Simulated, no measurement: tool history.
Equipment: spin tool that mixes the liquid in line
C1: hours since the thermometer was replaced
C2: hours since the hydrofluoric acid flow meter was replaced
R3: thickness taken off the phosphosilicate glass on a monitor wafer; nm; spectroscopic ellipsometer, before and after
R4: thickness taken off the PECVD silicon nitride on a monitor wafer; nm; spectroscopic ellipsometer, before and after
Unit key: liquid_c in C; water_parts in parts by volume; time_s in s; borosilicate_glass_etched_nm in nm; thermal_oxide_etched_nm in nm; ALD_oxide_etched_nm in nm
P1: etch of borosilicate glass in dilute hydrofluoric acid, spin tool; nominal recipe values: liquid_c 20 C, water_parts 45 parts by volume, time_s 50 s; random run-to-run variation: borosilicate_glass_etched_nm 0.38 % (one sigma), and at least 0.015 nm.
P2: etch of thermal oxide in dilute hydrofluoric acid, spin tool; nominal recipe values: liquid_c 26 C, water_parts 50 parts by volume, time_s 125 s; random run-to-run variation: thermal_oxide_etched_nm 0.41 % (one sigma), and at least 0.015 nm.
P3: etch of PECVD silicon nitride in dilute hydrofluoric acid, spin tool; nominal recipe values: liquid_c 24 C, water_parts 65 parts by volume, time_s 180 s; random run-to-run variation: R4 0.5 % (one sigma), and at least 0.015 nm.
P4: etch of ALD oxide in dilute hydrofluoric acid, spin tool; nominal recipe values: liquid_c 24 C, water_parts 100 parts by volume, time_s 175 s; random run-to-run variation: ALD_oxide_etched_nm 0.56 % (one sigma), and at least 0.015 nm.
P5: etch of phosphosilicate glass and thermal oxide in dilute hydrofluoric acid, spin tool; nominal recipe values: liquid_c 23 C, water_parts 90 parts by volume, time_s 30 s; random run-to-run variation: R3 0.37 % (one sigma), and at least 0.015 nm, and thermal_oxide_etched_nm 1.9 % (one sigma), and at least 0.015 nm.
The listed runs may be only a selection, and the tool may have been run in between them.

Run 1, hour 13.1: process P1, liquid_c 20 C, water_parts 45 parts by volume, time_s 50 s; C1 1123.3; C2 584.4. Result: borosilicate_glass_etched_nm 40.329 nm.
Run 2, hour 19.6: process P2, liquid_c 26 C, water_parts 50 parts by volume, time_s 125 s; C1 1129.8; C2 590.9. Result: thermal_oxide_etched_nm 13.995 nm.
Run 3, hour 31.1: process P2, liquid_c 26 C, water_parts 50 parts by volume, time_s 125 s; C1 1141.3; C2 602.4. Result: thermal_oxide_etched_nm 14.072 nm.
Run 4, hour 38.2: process P5, liquid_c 23 C, water_parts 90 parts by volume, time_s 15 s; C1 1148.4; C2 609.5. Result: thermal_oxide_etched_nm 0.72562 nm, R3 9.7862 nm.
Run 5, hour 49.6: process P2, liquid_c 26 C, water_parts 20 parts by volume, time_s 125 s; C1 1159.8; C2 620.9. Result: thermal_oxide_etched_nm 36.594 nm.
Run 6, hour 58.9: process P5, liquid_c 23 C, water_parts 135 parts by volume, time_s 30 s; C1 1169.1; C2 630.2. Result: thermal_oxide_etched_nm 0.91227 nm, R3 12.418 nm.
Run 7, hour 68.9: process P3, liquid_c 31 C, water_parts 65 parts by volume, time_s 180 s; C1 1179.1; C2 640.2. Result: R4 23.958 nm.
Run 8, hour 80.4: process P3, liquid_c 24 C, water_parts 65 parts by volume, time_s 60 s; C1 1190.6; C2 651.7. Result: R4 5.0303 nm.
Run 9, hour 90.2: process P2, liquid_c 20.5 C, water_parts 50 parts by volume, time_s 125 s; C1 1200.4; C2 661.5. Result: thermal_oxide_etched_nm 11.191 nm.
Run 10, hour 100.7: process P5, liquid_c 17 C, water_parts 90 parts by volume, time_s 30 s; C1 1210.9; C2 672. Result: thermal_oxide_etched_nm 1.0819 nm, R3 15.187 nm.
Run 11, hour 110.8: process P3, liquid_c 24 C, water_parts 110 parts by volume, time_s 180 s; C1 1221; C2 682.1. Result: R4 9.091 nm.
Run 12, hour 122.8: process P4, liquid_c 24 C, water_parts 100 parts by volume, time_s 50 s; C1 1233; C2 694.1. Result: ALD_oxide_etched_nm 8.0742 nm.
Run 13, hour 136.2: process P1, liquid_c 20 C, water_parts 45 parts by volume, time_s 50 s; C1 1246.4; C2 707.5. Result: borosilicate_glass_etched_nm 40.616 nm.
Run 14, hour 146.2: process P4, liquid_c 28.5 C, water_parts 100 parts by volume, time_s 175 s; C1 1256.4; C2 717.5. Result: ALD_oxide_etched_nm 33.985 nm.
Run 15, hour 152.8: process P5, liquid_c 23 C, water_parts 90 parts by volume, time_s 30 s; C1 1263; C2 724.1. Result: thermal_oxide_etched_nm 1.3861 nm, R3 19.488 nm.
Run 16, hour 161.4: process P1, liquid_c 20 C, water_parts 45 parts by volume, time_s 25 s; C1 1271.6; C2 732.7. Result: borosilicate_glass_etched_nm 20.239 nm.
Run 17, hour 170.6: process P4, liquid_c 24 C, water_parts 150 parts by volume, time_s 175 s; C1 1280.8; C2 741.9. Result: ALD_oxide_etched_nm 17.845 nm.
Run 18, hour 179.8: process P3, liquid_c 24 C, water_parts 65 parts by volume, time_s 180 s; C1 1290; C2 751.1. Result: R4 15.224 nm.
Run 19, hour 190.6: process P1, liquid_c 20 C, water_parts 75 parts by volume, time_s 50 s; C1 1300.8; C2 761.9. Result: borosilicate_glass_etched_nm 23.293 nm.
Run 20, hour 201: process P2, liquid_c 26 C, water_parts 50 parts by volume, time_s 50 s; C1 1311.2; C2 772.3. Result: thermal_oxide_etched_nm 5.6325 nm.
Run 21, hour 207.6: process P1, liquid_c 20 C, water_parts 45 parts by volume, time_s 100 s; C1 1317.8; C2 778.9. Result: borosilicate_glass_etched_nm 80.583 nm.
Run 22, hour 219.2: process P4, liquid_c 24 C, water_parts 100 parts by volume, time_s 175 s; C1 1329.4; C2 790.5. Result: ALD_oxide_etched_nm 28.504 nm.
Run 23, hour 232.4: process P1, liquid_c 24.5 C, water_parts 45 parts by volume, time_s 50 s; C1 1342.6; C2 803.7. Result: borosilicate_glass_etched_nm 48.837 nm.
Run 24, hour 245.6: process P1, liquid_c 20 C, water_parts 45 parts by volume, time_s 50 s; C1 1355.8; C2 816.9. Result: borosilicate_glass_etched_nm 40.416 nm.
Run 25, hour 251.4: process P1, liquid_c 17 C, water_parts 45 parts by volume, time_s 50 s; C1 1361.6; C2 822.7. Result: borosilicate_glass_etched_nm 35.403 nm.
Run 26, hour 264.6: process P1, liquid_c 20 C, water_parts 45 parts by volume, time_s 50 s; C1 1374.8; C2 835.9. Result: borosilicate_glass_etched_nm 40.618 nm.
Run 27, hour 276.7: process P4, liquid_c 24 C, water_parts 100 parts by volume, time_s 175 s; C1 1386.9; C2 848. Result: ALD_oxide_etched_nm 28.6 nm.
Run 28, hour 289: process P1, liquid_c 20 C, water_parts 20 parts by volume, time_s 95 s; C1 1399.2; C2 860.3. Result: borosilicate_glass_etched_nm 178.79 nm.
Run 29, hour 295.6: process P1, liquid_c 20 C, water_parts 45 parts by volume, time_s 50 s; C1 1405.8; C2 866.9. Result: borosilicate_glass_etched_nm 40.635 nm.
Run 30, hour 304: process P5, liquid_c 23 C, water_parts 90 parts by volume, time_s 30 s; C1 1414.2; C2 875.3. Result: thermal_oxide_etched_nm 1.3929 nm, R3 19.571 nm.
Run 31, hour 311.7: process P1, liquid_c 20 C, water_parts 45 parts by volume, time_s 50 s; C1 1421.9; C2 883. Result: borosilicate_glass_etched_nm 40.282 nm.
Run 32, hour 318.2: process P1, liquid_c 20 C, water_parts 20 parts by volume, time_s 50 s; C1 1428.4; C2 889.5. Result: borosilicate_glass_etched_nm 94.635 nm.
Run 33, hour 331: process P1, liquid_c 20 C, water_parts 45 parts by volume, time_s 50 s; C1 1441.2; C2 902.3. Result: borosilicate_glass_etched_nm 40.359 nm.
Run 34, hour 343: process P1, liquid_c 20 C, water_parts 45 parts by volume, time_s 50 s; C1 1453.2; C2 914.3. Result: borosilicate_glass_etched_nm 39.078 nm.
Run 35, hour 356: process P1, liquid_c 20 C, water_parts 45 parts by volume, time_s 50 s; C1 1466.2; C2 927.3. Result: borosilicate_glass_etched_nm 38.43 nm.
Run 36, hour 366.3: process P1, liquid_c 20 C, water_parts 45 parts by volume, time_s 50 s; C1 1476.5; C2 937.6. Result: borosilicate_glass_etched_nm 37.809 nm.
Run 37, hour 377: process P1, liquid_c 20 C, water_parts 45 parts by volume, time_s 50 s; C1 1487.2; C2 948.3. Result: borosilicate_glass_etched_nm 37.673 nm.
Run 38, hour 389.2: process P1, liquid_c 20 C, water_parts 45 parts by volume, time_s 50 s; C1 1499.4; C2 960.5. Result: borosilicate_glass_etched_nm 37.508 nm.
Run 39, hour 400.8: process P1, liquid_c 20 C, water_parts 45 parts by volume, time_s 50 s; C1 1511; C2 972.1. Result: borosilicate_glass_etched_nm 37.315 nm.
Run 40, hour 413.4: process P1, liquid_c 20 C, water_parts 45 parts by volume, time_s 50 s; C1 1523.6; C2 984.7. Result: borosilicate_glass_etched_nm 37.291 nm.
Run 41, hour 421.6: process P1, liquid_c 20 C, water_parts 45 parts by volume, time_s 50 s; C1 1531.8; C2 992.9. Result: borosilicate_glass_etched_nm 37.556 nm.

What P1 gives has crept off from where it sat before. The 2 causes that follow fit the log equally well, each at the size noted:
A: liquid colder than its thermometer reads (K) = 1.88
B: hydrofluoric acid flow below the setpoint (%) = 7.34
The gradual shift began around hour 331.

Each of the 4 check runs below uses one wafer; its results are left as question marks. Which run tells the causes apart?
Run check 1, hour 429.8: process P3, liquid_c 24 C, water_parts 65 parts by volume, time_s 180 s. Result: R4 ?.
Run check 2, hour 429.8: process P4, liquid_c 24 C, water_parts 100 parts by volume, time_s 175 s. Result: ALD_oxide_etched_nm ?.
Run check 3, hour 429.8: process P2, liquid_c 26 C, water_parts 50 parts by volume, time_s 125 s. Result: thermal_oxide_etched_nm ?.
Run check 4, hour 429.8: process P5, liquid_c 23 C, water_parts 90 parts by volume, time_s 30 s. Result: thermal_oxide_etched_nm ?, R3 ?.

Outcome of each check run for each possible cause:
  check                   result    if A    if B
check 1                       R4  13.442  14.157
check 2      ALD_oxide_etched_nm   26.36  26.078
check 3  thermal_oxide_etched_nm  13.005   12.94
check 4  thermal_oxide_etched_nm  1.3222  1.3109
check 4                       R3  18.044  17.891
Gap, in per cent, between the two causes that each check separates least, read from the result that separates them most: check 1 5.18 %; check 2 1.08 %; check 3 0.5 %; check 4 0.85 %
Check 1 tells the causes apart: in the others they would give nearly the same result.

Here is what check 1 returned: R4 13.36 nm. Which cause is it?

It is A: liquid colder than its thermometer reads (K).

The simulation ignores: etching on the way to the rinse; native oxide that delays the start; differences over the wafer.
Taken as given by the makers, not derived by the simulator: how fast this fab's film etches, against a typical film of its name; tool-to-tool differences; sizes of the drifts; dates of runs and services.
